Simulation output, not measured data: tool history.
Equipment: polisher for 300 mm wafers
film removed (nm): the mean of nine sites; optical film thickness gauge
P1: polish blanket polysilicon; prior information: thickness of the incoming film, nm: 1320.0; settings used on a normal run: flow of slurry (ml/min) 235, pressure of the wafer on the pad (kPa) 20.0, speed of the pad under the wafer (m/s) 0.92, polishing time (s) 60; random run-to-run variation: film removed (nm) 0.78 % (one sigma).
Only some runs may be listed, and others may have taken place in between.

run   hour  flow of slurry (ml/min)  pressure of the wafer on the pad (kPa)  speed of the pad under the wafer (m/s)  polishing time (s)  film removed (nm)
  1   12.3                      235                                    20.0                                    0.92                  60             457.40
  2   21.7                      235                                    20.0                                    0.92                  60             446.68
  3   32.5                      235                                    20.0                                    0.92                  36             270.29
  4   41.3                      235                                    20.0                                    0.92                  82             614.34
  5   51.7                      235                                    20.0                                    0.50                  60             244.77
  6   62.6                      235                                    13.1                                    1.26                  60             404.06
  7   77.2                      235                                    20.0                                    0.92                  60             448.82
  8   87.9                      140                                    20.0                                    0.92                  60             416.16
  9  100.0                      235                                    20.0                                    0.92                  60             452.70
 10  108.7                      310                                    20.0                                    1.26                  60             628.31
 11  119.5                      235                                    29.6                                    0.92                  60             662.14
 12  133.0                      235                                    20.0                                    1.32                  60             641.06
 13  146.8                      350                                    20.0                                    0.92                  60             464.62

The next listed run, before its measurement:
 14  160.0                      235                                    11.7                                    0.92                  60                  ?

Run 14 yielded film removed (nm) 261.95.
